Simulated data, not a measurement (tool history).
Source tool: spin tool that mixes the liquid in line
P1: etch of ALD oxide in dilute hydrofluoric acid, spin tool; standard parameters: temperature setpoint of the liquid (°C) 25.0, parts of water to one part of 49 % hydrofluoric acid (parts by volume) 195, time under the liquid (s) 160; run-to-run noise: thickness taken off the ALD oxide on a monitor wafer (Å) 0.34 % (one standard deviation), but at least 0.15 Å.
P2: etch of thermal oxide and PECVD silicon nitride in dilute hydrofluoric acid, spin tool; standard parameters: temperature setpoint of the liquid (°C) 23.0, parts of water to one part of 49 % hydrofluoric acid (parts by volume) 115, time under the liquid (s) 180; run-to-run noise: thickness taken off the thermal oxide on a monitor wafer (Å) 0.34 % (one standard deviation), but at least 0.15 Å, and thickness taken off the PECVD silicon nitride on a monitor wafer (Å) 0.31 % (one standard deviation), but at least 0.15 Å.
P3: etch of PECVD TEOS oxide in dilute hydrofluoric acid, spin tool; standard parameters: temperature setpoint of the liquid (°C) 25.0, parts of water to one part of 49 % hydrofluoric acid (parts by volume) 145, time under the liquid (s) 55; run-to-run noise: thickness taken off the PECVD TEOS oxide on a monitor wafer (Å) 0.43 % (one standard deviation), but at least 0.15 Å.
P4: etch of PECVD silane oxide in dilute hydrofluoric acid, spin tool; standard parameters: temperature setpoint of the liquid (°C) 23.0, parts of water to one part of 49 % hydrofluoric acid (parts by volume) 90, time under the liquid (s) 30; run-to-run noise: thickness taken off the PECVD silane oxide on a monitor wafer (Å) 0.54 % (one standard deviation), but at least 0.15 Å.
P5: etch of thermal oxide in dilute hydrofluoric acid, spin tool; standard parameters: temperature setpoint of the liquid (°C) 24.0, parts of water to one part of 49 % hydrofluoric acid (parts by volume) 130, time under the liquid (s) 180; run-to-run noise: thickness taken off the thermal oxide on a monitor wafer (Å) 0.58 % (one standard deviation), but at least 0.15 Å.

| run | hour | process that ran | temperature setpoint of the liquid (°C) | parts of water to one part of 49 % hydrofluoric acid (parts by volume) | time under the liquid (s) | hours since the thermometer was replaced | hours since the hydrofluoric acid flow meter was replaced | thickness taken off the ALD oxide on a monitor wafer (Å) | thickness taken off the PECVD silane oxide on a monitor wafer (Å) | thickness taken off the thermal oxide on a monitor wafer (Å) | thickness taken off the PECVD silicon nitride on a monitor wafer (Å) | thickness taken off the PECVD TEOS oxide on a monitor wafer (Å) |
|---|---|---|---|---|---|---|---|---|---|---|---|---|
| 1 | 6.9 | P1 | 25.0 | 195 | 160 | 1682.1 | 847.1 | 81.677 |  |  |  |  |
| 2 | 12.9 | P4 | 23.0 | 90 | 30 | 1688.1 | 853.1 |  | 77.455 |  |  |  |
| 3 | 22.8 | P5 | 24.0 | 130 | 20 | 1698.0 | 863.0 |  |  | 7.2444 |  |  |
| 4 | 33.8 | P4 | 23.0 | 90 | 55 | 1709.0 | 874.0 |  | 142.360 |  |  |  |
| 5 | 42.7 | P1 | 25.0 | 315 | 160 | 1717.9 | 882.9 | 44.462 |  |  |  |  |
| 6 | 50.6 | P2 | 23.0 | 115 | 320 | 1725.8 | 890.8 |  |  | 126.0200 | 119.240 |  |
| 7 | 61.4 | P1 | 25.0 | 195 | 160 | 1736.6 | 901.6 | 81.668 |  |  |  |  |
| 8 | 69.7 | P1 | 29.5 | 195 | 30 | 1744.9 | 909.9 | 17.843 |  |  |  |  |
| 9 | 78.9 | P1 | 25.0 | 195 | 160 | 1754.1 | 919.1 | 81.316 |  |  |  |  |
| 10 | 91.0 | P4 | 17.5 | 90 | 30 | 1766.2 | 931.2 |  | 61.402 |  |  |  |
| 11 | 100.7 | P2 | 23.0 | 30 | 180 | 1775.9 | 940.9 |  |  | 302.5800 | 250.130 |  |
| 12 | 112.8 | P1 | 25.0 | 195 | 160 | 1788.0 | 953.0 | 81.597 |  |  |  |  |
| 13 | 118.6 | P1 | 25.0 | 105 | 160 | 1793.8 | 958.8 | 167.420 |  |  |  |  |
| 14 | 129.1 | P3 | 25.0 | 145 | 55 | 1804.3 | 969.3 |  |  |  |  | 58.734 |
| 15 | 139.6 | P5 | 24.0 | 65 | 180 | 1814.8 | 979.8 |  |  | 137.9600 |  |  |
| 16 | 150.5 | P4 | 23.0 | 150 | 30 | 1825.7 | 990.7 |  | 43.100 |  |  |  |
| 17 | 162.5 | P3 | 25.0 | 145 | 15 | 1837.7 | 1002.7 |  |  |  |  | 16.195 |
| 18 | 172.3 | P4 | 23.0 | 90 | 30 | 1847.5 | 1012.5 |  | 77.557 |  |  |  |
| 19 | 179.5 | P2 | 23.0 | 115 | 180 | 1854.7 | 1019.7 |  |  | 70.4860 | 67.399 |  |
| 20 | 190.5 | P1 | 25.0 | 195 | 260 | 1865.7 | 1030.7 | 132.480 |  |  |  |  |
| 21 | 196.1 | P1 | 25.0 | 195 | 25 | 1871.3 | 1036.3 | 12.770 |  |  |  |  |
| 22 | 208.1 | P2 | 31.0 | 115 | 180 | 1883.3 | 1048.3 |  |  | 96.1450 | 111.680 |  |
| 23 | 215.5 | P3 | 25.0 | 195 | 55 | 1890.7 | 1055.7 |  |  |  |  | 41.453 |
| 24 | 221.7 | P1 | 30.5 | 195 | 160 | 1896.9 | 1061.9 | 99.520 |  |  |  |  |
| 25 | 229.5 | P5 | 24.0 | 130 | 180 | 1904.7 | 1069.7 |  |  | 63.6780 |  |  |
| 26 | 237.3 | P3 | 17.0 | 145 | 55 | 1912.5 | 1077.5 |  |  |  |  | 43.192 |
| 27 | 245.7 | P5 | 20.0 | 130 | 180 | 1920.9 | 1085.9 |  |  | 54.2140 |  |  |
| 28 | 252.6 | P1 | 25.0 | 195 | 160 | 1927.8 | 1092.8 | 81.522 |  |  |  |  |
| 29 | 259.8 | P1 | 17.5 | 195 | 160 | 1935.0 | 1100.0 | 61.391 |  |  |  |  |
| 30 | 267.0 | P3 | 25.0 | 145 | 55 | 1942.2 | 1107.2 |  |  |  |  | 58.878 |
| 31 | 272.6 | P1 | 25.0 | 195 | 160 | 1947.8 | 1112.8 | 81.782 |  |  |  |  |
| 32 | 279.2 | P1 | 25.0 | 195 | 160 | 1954.4 | 1119.4 | 83.122 |  |  |  |  |
| 33 | 289.8 | P1 | 25.0 | 195 | 160 | 1965.0 | 1130.0 | 84.357 |  |  |  |  |
| 34 | 300.3 | P1 | 25.0 | 195 | 160 | 1975.5 | 1140.5 | 85.371 |  |  |  |  |
| 35 | 309.5 | P1 | 25.0 | 195 | 160 | 1984.7 | 1149.7 | 86.207 |  |  |  |  |
| 36 | 318.0 | P1 | 25.0 | 195 | 160 | 1993.2 | 1158.2 | 86.690 |  |  |  |  |
| 37 | 327.5 | P1 | 25.0 | 195 | 160 | 2002.7 | 1167.7 | 86.756 |  |  |  |  |
| 38 | 335.1 | P1 | 25.0 | 195 | 160 | 2010.3 | 1175.3 | 86.973 |  |  |  |  |
| 39 | 346.4 | P1 | 25.0 | 195 | 160 | 2021.6 | 1186.6 | 87.105 |  |  |  |  |
| 40 | 354.1 | P1 | 25.0 | 195 | 160 | 2029.3 | 1194.3 | 86.748 |  |  |  |  |
| 41 | 361.6 | P1 | 25.0 | 195 | 160 | 2036.8 | 1201.8 | 87.272 |  |  |  |  |

Something has made what P1 gives creep away from where it was; the 2 causes below, each at its own stated size, fit the log equally well:
A: hydrofluoric acid flow above the setpoint (%) = 5.62
B: liquid hotter than its thermometer reads (K) = 1.83
The drift started at roughly hour 272.6.

Consider the 4 single-wafer check runs listed below, results given as question marks: which one distinguishes between the causes by giving clearly different results for each?
| check 1 | 369.1 | P2 | 28.5 | 115 | 180 |  |  |  |  | ? | ? |  |
| check 2 | 369.1 | P4 | 23.0 | 145 | 30 |  |  |  | ? |  |  |  |
| check 3 | 369.1 | P3 | 19.0 | 145 | 55 |  |  |  |  |  |  | ? |
| check 4 | 369.1 | P5 | 24.0 | 85 | 180 |  |  |  |  | ? |  |  |

If the cause were each of the candidates in turn, the checks would give the following:
| check | result | if A | if B |
|---|---|---|---|
| check 1 | thickness taken off the thermal oxide on a monitor wafer (Å) | 93.7490 | 94.2400 |
| check 1 | thickness taken off the PECVD silicon nitride on a monitor wafer (Å) | 101.090 | 107.300 |
| check 2 | thickness taken off the PECVD silane oxide on a monitor wafer (Å) | 47.759 | 48.087 |
| check 3 | thickness taken off the PECVD TEOS oxide on a monitor wafer (Å) | 49.541 | 50.062 |
| check 4 | thickness taken off the thermal oxide on a monitor wafer (Å) | 108.8600 | 110.2100 |
Gap, in per cent, between the two causes that each check separates least, read from the result that separates them most: check 1 5.97 %; check 2 0.68 %; check 3 1.05 %; check 4 1.24 %
The other checks would show nearly matching results whichever cause is true, so check 1 is the only one that separates the causes.

Running check 1 produced the following: thickness taken off the thermal oxide on a monitor wafer (Å) 94.3020; thickness taken off the PECVD silicon nitride on a monitor wafer (Å) 101.590. Which one of the listed causes fits?

It is A: hydrofluoric acid flow above the setpoint (%).
